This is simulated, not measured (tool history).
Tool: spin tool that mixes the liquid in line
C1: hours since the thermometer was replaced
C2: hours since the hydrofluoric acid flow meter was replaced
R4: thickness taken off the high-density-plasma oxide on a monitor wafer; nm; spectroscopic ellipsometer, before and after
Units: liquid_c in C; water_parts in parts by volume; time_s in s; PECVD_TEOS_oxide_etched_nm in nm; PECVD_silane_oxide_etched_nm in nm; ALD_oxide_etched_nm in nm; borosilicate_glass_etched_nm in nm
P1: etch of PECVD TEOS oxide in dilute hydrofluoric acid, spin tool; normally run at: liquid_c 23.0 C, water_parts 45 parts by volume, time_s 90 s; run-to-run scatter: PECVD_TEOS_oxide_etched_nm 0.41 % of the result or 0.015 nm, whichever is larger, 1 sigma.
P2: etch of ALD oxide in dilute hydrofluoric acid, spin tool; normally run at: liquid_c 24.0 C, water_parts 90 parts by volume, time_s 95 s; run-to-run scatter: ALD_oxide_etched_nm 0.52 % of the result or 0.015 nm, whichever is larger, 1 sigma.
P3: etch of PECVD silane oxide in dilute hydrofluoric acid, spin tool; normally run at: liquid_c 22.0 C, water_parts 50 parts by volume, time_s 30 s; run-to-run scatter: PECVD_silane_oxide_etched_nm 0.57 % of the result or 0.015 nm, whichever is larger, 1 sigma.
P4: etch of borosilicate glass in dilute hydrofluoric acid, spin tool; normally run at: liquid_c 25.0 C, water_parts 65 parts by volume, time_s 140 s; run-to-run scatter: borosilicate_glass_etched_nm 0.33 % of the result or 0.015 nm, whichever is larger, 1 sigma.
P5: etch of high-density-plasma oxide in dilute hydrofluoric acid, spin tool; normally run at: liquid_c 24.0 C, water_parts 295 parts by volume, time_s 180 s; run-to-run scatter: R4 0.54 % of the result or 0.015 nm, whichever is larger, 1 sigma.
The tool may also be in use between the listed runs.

Run 1, hour 10.3: process P1, liquid_c 23.0 C, water_parts 45 parts by volume, time_s 90 s; C1 751.5; C2 197.3. Result: PECVD_TEOS_oxide_etched_nm 28.6810 nm.
Run 2, hour 25.0: process P3, liquid_c 22.0 C, water_parts 85 parts by volume, time_s 30 s; C1 766.2; C2 212.0. Result: PECVD_silane_oxide_etched_nm 13.596 nm.
Run 3, hour 40.0: process P1, liquid_c 23.0 C, water_parts 45 parts by volume, time_s 90 s; C1 781.2; C2 227.0. Result: PECVD_TEOS_oxide_etched_nm 28.6450 nm.
Run 4, hour 53.4: process P2, liquid_c 24.0 C, water_parts 90 parts by volume, time_s 50 s; C1 794.6; C2 240.4. Result: ALD_oxide_etched_nm 7.5882 nm.
Run 5, hour 64.4: process P1, liquid_c 17.0 C, water_parts 45 parts by volume, time_s 90 s; C1 805.6; C2 251.4. Result: PECVD_TEOS_oxide_etched_nm 22.3480 nm.
Run 6, hour 77.9: process P3, liquid_c 30.0 C, water_parts 50 parts by volume, time_s 30 s; C1 819.1; C2 264.9. Result: PECVD_silane_oxide_etched_nm 33.857 nm.
Run 7, hour 87.7: process P1, liquid_c 23.0 C, water_parts 60 parts by volume, time_s 150 s; C1 828.9; C2 274.7. Result: PECVD_TEOS_oxide_etched_nm 35.0780 nm.
Run 8, hour 102.3: process P2, liquid_c 24.0 C, water_parts 160 parts by volume, time_s 95 s; C1 843.5; C2 289.3. Result: ALD_oxide_etched_nm 7.4663 nm.
Run 9, hour 113.1: process P2, liquid_c 19.0 C, water_parts 90 parts by volume, time_s 95 s; C1 854.3; C2 300.1. Result: ALD_oxide_etched_nm 11.7400 nm.
Run 10, hour 121.3: process P1, liquid_c 23.0 C, water_parts 45 parts by volume, time_s 90 s; C1 862.5; C2 308.3. Result: PECVD_TEOS_oxide_etched_nm 28.7050 nm.
Run 11, hour 134.8: process P5, liquid_c 24.0 C, water_parts 505 parts by volume, time_s 180 s; C1 876.0; C2 321.8. Result: R4 1.9681 nm.
Run 12, hour 151.4: process P1, liquid_c 28.5 C, water_parts 45 parts by volume, time_s 90 s; C1 892.6; C2 338.4. Result: PECVD_TEOS_oxide_etched_nm 35.8020 nm.
Run 13, hour 168.9: process P4, liquid_c 25.0 C, water_parts 65 parts by volume, time_s 140 s; C1 910.1; C2 355.9. Result: borosilicate_glass_etched_nm 41.877 nm.
Run 14, hour 177.4: process P4, liquid_c 25.0 C, water_parts 65 parts by volume, time_s 220 s; C1 918.6; C2 364.4. Result: borosilicate_glass_etched_nm 65.399 nm.
Run 15, hour 192.4: process P1, liquid_c 23.0 C, water_parts 45 parts by volume, time_s 90 s; C1 933.6; C2 379.4. Result: PECVD_TEOS_oxide_etched_nm 28.8770 nm.
Run 16, hour 210.7: process P4, liquid_c 25.0 C, water_parts 30 parts by volume, time_s 140 s; C1 951.9; C2 397.7. Result: borosilicate_glass_etched_nm 94.828 nm.
Run 17, hour 226.6: process P5, liquid_c 24.0 C, water_parts 295 parts by volume, time_s 180 s; C1 967.8; C2 413.6. Result: R4 4.0499 nm.
Run 18, hour 242.4: process P1, liquid_c 23.0 C, water_parts 75 parts by volume, time_s 90 s; C1 983.6; C2 429.4. Result: PECVD_TEOS_oxide_etched_nm 16.6440 nm.
Run 19, hour 255.6: process P3, liquid_c 22.0 C, water_parts 50 parts by volume, time_s 60 s; C1 996.8; C2 442.6. Result: PECVD_silane_oxide_etched_nm 48.625 nm.
Run 20, hour 272.1: process P1, liquid_c 23.0 C, water_parts 45 parts by volume, time_s 160 s; C1 1013.3; C2 459.1. Result: PECVD_TEOS_oxide_etched_nm 50.8740 nm.
Run 21, hour 280.9: process P5, liquid_c 28.5 C, water_parts 295 parts by volume, time_s 180 s; C1 1022.1; C2 467.9. Result: R4 4.7121 nm.
Run 22, hour 289.5: process P5, liquid_c 24.0 C, water_parts 295 parts by volume, time_s 300 s; C1 1030.7; C2 476.5. Result: R4 6.7709 nm.
Run 23, hour 303.8: process P2, liquid_c 24.0 C, water_parts 90 parts by volume, time_s 95 s; C1 1045.0; C2 490.8. Result: ALD_oxide_etched_nm 14.3610 nm.
Run 24, hour 322.1: process P1, liquid_c 23.0 C, water_parts 45 parts by volume, time_s 25 s; C1 1063.3; C2 509.1. Result: PECVD_TEOS_oxide_etched_nm 8.0379 nm.
Run 25, hour 335.3: process P1, liquid_c 23.0 C, water_parts 20 parts by volume, time_s 90 s; C1 1076.5; C2 522.3. Result: PECVD_TEOS_oxide_etched_nm 67.1440 nm.
Run 26, hour 352.5: process P3, liquid_c 22.0 C, water_parts 50 parts by volume, time_s 30 s; C1 1093.7; C2 539.5. Result: PECVD_silane_oxide_etched_nm 24.271 nm.
Run 27, hour 365.0: process P1, liquid_c 23.0 C, water_parts 45 parts by volume, time_s 90 s; C1 1106.2; C2 552.0. Result: PECVD_TEOS_oxide_etched_nm 28.7420 nm.
Run 28, hour 382.3: process P4, liquid_c 25.0 C, water_parts 65 parts by volume, time_s 140 s; C1 1123.5; C2 569.3. Result: borosilicate_glass_etched_nm 41.691 nm.
Run 29, hour 400.8: process P4, liquid_c 32.0 C, water_parts 65 parts by volume, time_s 140 s; C1 1142.0; C2 587.8. Result: borosilicate_glass_etched_nm 54.821 nm.
Run 30, hour 414.5: process P1, liquid_c 23.0 C, water_parts 45 parts by volume, time_s 90 s; C1 1155.7; C2 601.5. Result: PECVD_TEOS_oxide_etched_nm 28.8100 nm.
Run 31, hour 429.8: process P1, liquid_c 23.0 C, water_parts 45 parts by volume, time_s 90 s; C1 1171.0; C2 616.8. Result: PECVD_TEOS_oxide_etched_nm 27.6720 nm.
Run 32, hour 446.6: process P1, liquid_c 23.0 C, water_parts 45 parts by volume, time_s 90 s; C1 1187.8; C2 633.6. Result: PECVD_TEOS_oxide_etched_nm 27.0980 nm.
Run 33, hour 464.3: process P1, liquid_c 23.0 C, water_parts 45 parts by volume, time_s 90 s; C1 1205.5; C2 651.3. Result: PECVD_TEOS_oxide_etched_nm 26.5380 nm.
Run 34, hour 481.3: process P1, liquid_c 23.0 C, water_parts 45 parts by volume, time_s 90 s; C1 1222.5; C2 668.3. Result: PECVD_TEOS_oxide_etched_nm 26.5810 nm.

The next listed run, before its measurement:
Run 35, hour 499.1: process P1, liquid_c 23.0 C, water_parts 45 parts by volume, time_s 90 s; C1 1240.3; C2 686.1. Result: PECVD_TEOS_oxide_etched_nm ?.

Run 35 gave PECVD_TEOS_oxide_etched_nm 26.5190 nm.
